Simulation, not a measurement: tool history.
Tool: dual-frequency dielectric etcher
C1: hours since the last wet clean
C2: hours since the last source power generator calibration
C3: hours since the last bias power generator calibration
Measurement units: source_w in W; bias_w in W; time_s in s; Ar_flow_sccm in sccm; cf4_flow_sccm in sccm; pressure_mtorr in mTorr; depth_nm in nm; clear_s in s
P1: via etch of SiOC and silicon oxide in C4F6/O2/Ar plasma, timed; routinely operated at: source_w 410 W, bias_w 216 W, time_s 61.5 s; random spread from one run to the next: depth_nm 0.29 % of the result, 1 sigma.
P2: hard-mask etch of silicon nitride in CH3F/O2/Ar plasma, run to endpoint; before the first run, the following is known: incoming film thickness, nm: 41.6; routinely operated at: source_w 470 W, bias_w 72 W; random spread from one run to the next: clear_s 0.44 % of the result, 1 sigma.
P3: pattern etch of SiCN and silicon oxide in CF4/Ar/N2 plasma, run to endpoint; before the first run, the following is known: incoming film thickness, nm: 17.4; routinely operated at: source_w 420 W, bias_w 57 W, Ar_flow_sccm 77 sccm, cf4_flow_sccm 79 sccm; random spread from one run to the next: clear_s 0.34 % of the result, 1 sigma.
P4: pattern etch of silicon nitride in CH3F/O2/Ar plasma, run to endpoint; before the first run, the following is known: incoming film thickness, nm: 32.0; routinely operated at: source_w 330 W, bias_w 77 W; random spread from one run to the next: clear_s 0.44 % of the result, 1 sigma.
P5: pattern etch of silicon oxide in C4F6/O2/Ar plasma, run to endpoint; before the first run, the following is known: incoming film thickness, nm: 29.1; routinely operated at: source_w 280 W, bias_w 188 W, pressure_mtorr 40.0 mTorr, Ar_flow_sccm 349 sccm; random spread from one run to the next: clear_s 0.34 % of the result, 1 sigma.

{"run": 1, "hour": 9.2, "process": "P1", "source_w": 410, "bias_w": 216, "time_s": 61.5, "C1": 210.3, "C2": 1913.4, "C3": 1861.9, "depth_nm": 76.899}
{"run": 2, "hour": 19.9, "process": "P3", "source_w": 420, "bias_w": 57, "Ar_flow_sccm": 77, "cf4_flow_sccm": 109, "C1": 221.0, "C2": 1924.1, "C3": 1872.6, "clear_s": 20.653}
{"run": 3, "hour": 26.3, "process": "P1", "source_w": 410, "bias_w": 216, "time_s": 61.5, "C1": 227.4, "C2": 1930.5, "C3": 1879.0, "depth_nm": 76.875}
{"run": 4, "hour": 33.3, "process": "P1", "source_w": 410, "bias_w": 216, "time_s": 61.5, "C1": 234.4, "C2": 1937.5, "C3": 1886.0, "depth_nm": 76.648}
{"run": 5, "hour": 41.0, "process": "P1", "source_w": 410, "bias_w": 216, "time_s": 91.5, "C1": 242.1, "C2": 1945.2, "C3": 1893.7, "depth_nm": 114.51}
{"run": 6, "hour": 48.8, "process": "P4", "source_w": 430, "bias_w": 77, "C1": 249.9, "C2": 1953.0, "C3": 1901.5, "clear_s": 43.792}
{"run": 7, "hour": 55.3, "process": "P1", "source_w": 410, "bias_w": 269, "time_s": 61.5, "C1": 256.4, "C2": 1959.5, "C3": 1908.0, "depth_nm": 82.534}
{"run": 8, "hour": 61.9, "process": "P3", "source_w": 420, "bias_w": 57, "Ar_flow_sccm": 77, "cf4_flow_sccm": 79, "C1": 263.0, "C2": 1966.1, "C3": 1914.6, "clear_s": 21.563}
{"run": 9, "hour": 71.3, "process": "P1", "source_w": 410, "bias_w": 216, "time_s": 61.5, "C1": 272.4, "C2": 1975.5, "C3": 1924.0, "depth_nm": 76.653}
{"run": 10, "hour": 79.6, "process": "P4", "source_w": 330, "bias_w": 47, "C1": 280.7, "C2": 1983.8, "C3": 1932.3, "clear_s": 57.232}
{"run": 11, "hour": 85.7, "process": "P2", "source_w": 470, "bias_w": 72, "C1": 286.8, "C2": 1989.9, "C3": 1938.4, "clear_s": 56.229}
{"run": 12, "hour": 94.7, "process": "P1", "source_w": 410, "bias_w": 216, "time_s": 61.5, "C1": 295.8, "C2": 1998.9, "C3": 1947.4, "depth_nm": 76.588}
{"run": 13, "hour": 102.1, "process": "P1", "source_w": 410, "bias_w": 216, "time_s": 34.0, "C1": 303.2, "C2": 2006.3, "C3": 1954.8, "depth_nm": 42.324}
{"run": 14, "hour": 109.1, "process": "P1", "source_w": 330, "bias_w": 216, "time_s": 61.5, "C1": 310.2, "C2": 2013.3, "C3": 1961.8, "depth_nm": 70.218}
{"run": 15, "hour": 120.0, "process": "P1", "source_w": 410, "bias_w": 146, "time_s": 61.5, "C1": 321.1, "C2": 2024.2, "C3": 1972.7, "depth_nm": 67.475}
{"run": 16, "hour": 124.7, "process": "P4", "source_w": 330, "bias_w": 77, "C1": 325.8, "C2": 2028.9, "C3": 1977.4, "clear_s": 48.349}
{"run": 17, "hour": 132.7, "process": "P2", "source_w": 320, "bias_w": 72, "C1": 333.8, "C2": 2036.9, "C3": 1985.4, "clear_s": 65.276}
{"run": 18, "hour": 138.1, "process": "P5", "source_w": 280, "bias_w": 188, "Ar_flow_sccm": 250, "pressure_mtorr": 40.0, "C1": 339.2, "C2": 2042.3, "C3": 1990.8, "clear_s": 10.102}
{"run": 19, "hour": 147.9, "process": "P5", "source_w": 280, "bias_w": 188, "Ar_flow_sccm": 349, "pressure_mtorr": 40.0, "C1": 349.0, "C2": 2052.1, "C3": 2000.6, "clear_s": 10.435}
{"run": 20, "hour": 153.6, "process": "P1", "source_w": 410, "bias_w": 216, "time_s": 61.5, "C1": 354.7, "C2": 2057.8, "C3": 2006.3, "depth_nm": 77.077}
{"run": 21, "hour": 161.8, "process": "P3", "source_w": 300, "bias_w": 57, "Ar_flow_sccm": 77, "cf4_flow_sccm": 79, "C1": 362.9, "C2": 2066.0, "C3": 2014.5, "clear_s": 29.3}
{"run": 22, "hour": 168.9, "process": "P5", "source_w": 390, "bias_w": 188, "Ar_flow_sccm": 349, "pressure_mtorr": 40.0, "C1": 370.0, "C2": 2073.1, "C3": 2021.6, "clear_s": 9.2552}
{"run": 23, "hour": 177.9, "process": "P2", "source_w": 470, "bias_w": 97, "C1": 379.0, "C2": 2082.1, "C3": 2030.6, "clear_s": 51.285}
{"run": 24, "hour": 184.8, "process": "P5", "source_w": 280, "bias_w": 188, "Ar_flow_sccm": 349, "pressure_mtorr": 28.5, "C1": 385.9, "C2": 2089.0, "C3": 2037.5, "clear_s": 10.054}
{"run": 25, "hour": 195.5, "process": "P5", "source_w": 280, "bias_w": 252, "Ar_flow_sccm": 349, "pressure_mtorr": 40.0, "C1": 396.6, "C2": 2099.7, "C3": 2048.2, "clear_s": 9.5385}
{"run": 26, "hour": 204.5, "process": "P3", "source_w": 420, "bias_w": 57, "Ar_flow_sccm": 77, "cf4_flow_sccm": 79, "C1": 405.6, "C2": 2108.7, "C3": 2057.2, "clear_s": 21.568}
{"run": 27, "hour": 211.3, "process": "P1", "source_w": 410, "bias_w": 256, "time_s": 88.0, "C1": 412.4, "C2": 2115.5, "C3": 2064.0, "depth_nm": 116.39}
{"run": 28, "hour": 220.2, "process": "P3", "source_w": 420, "bias_w": 57, "Ar_flow_sccm": 48, "cf4_flow_sccm": 79, "C1": 421.3, "C2": 2124.4, "C3": 2072.9, "clear_s": 20.265}
{"run": 29, "hour": 227.9, "process": "P1", "source_w": 520, "bias_w": 216, "time_s": 61.5, "C1": 429.0, "C2": 2132.1, "C3": 2080.6, "depth_nm": 83.887}
{"run": 30, "hour": 232.6, "process": "P3", "source_w": 420, "bias_w": 70, "Ar_flow_sccm": 77, "cf4_flow_sccm": 79, "C1": 433.7, "C2": 2136.8, "C3": 2085.3, "clear_s": 20.377}
{"run": 31, "hour": 242.9, "process": "P1", "source_w": 410, "bias_w": 216, "time_s": 61.5, "C1": 444.0, "C2": 2147.1, "C3": 2095.6, "depth_nm": 76.456}
{"run": 32, "hour": 250.6, "process": "P1", "source_w": 410, "bias_w": 216, "time_s": 61.5, "C1": 451.7, "C2": 2154.8, "C3": 2103.3, "depth_nm": 76.016}
{"run": 33, "hour": 259.0, "process": "P1", "source_w": 410, "bias_w": 216, "time_s": 61.5, "C1": 460.1, "C2": 2163.2, "C3": 2111.7, "depth_nm": 75.861}
{"run": 34, "hour": 268.9, "process": "P1", "source_w": 410, "bias_w": 216, "time_s": 61.5, "C1": 470.0, "C2": 2173.1, "C3": 2121.6, "depth_nm": 75.656}
{"run": 35, "hour": 279.6, "process": "P1", "source_w": 410, "bias_w": 216, "time_s": 61.5, "C1": 480.7, "C2": 2183.8, "C3": 2132.3, "depth_nm": 75.219}
{"hour": 285.0, "done": "wet clean of the chamber"}
{"run": 36, "hour": 286.6, "process": "P1", "source_w": 410, "bias_w": 216, "time_s": 61.5, "C1": 1.7, "C2": 2190.8, "C3": 2139.3, "depth_nm": 75.154}
{"run": 37, "hour": 296.0, "process": "P1", "source_w": 410, "bias_w": 216, "time_s": 61.5, "C1": 11.1, "C2": 2200.2, "C3": 2148.7, "depth_nm": 75.782}
{"run": 38, "hour": 306.3, "process": "P1", "source_w": 410, "bias_w": 216, "time_s": 61.5, "C1": 21.4, "C2": 2210.5, "C3": 2159.0, "depth_nm": 75.429}

Run 39 comes next. What will it give?
{"run": 39, "hour": 314.1, "process": "P1", "source_w": 410, "bias_w": 216, "time_s": 61.5, "C1": 29.2, "C2": 2218.3, "C3": 2166.8, "depth_nm": "?"}

{"run 39": {"depth_nm": 75.217}}

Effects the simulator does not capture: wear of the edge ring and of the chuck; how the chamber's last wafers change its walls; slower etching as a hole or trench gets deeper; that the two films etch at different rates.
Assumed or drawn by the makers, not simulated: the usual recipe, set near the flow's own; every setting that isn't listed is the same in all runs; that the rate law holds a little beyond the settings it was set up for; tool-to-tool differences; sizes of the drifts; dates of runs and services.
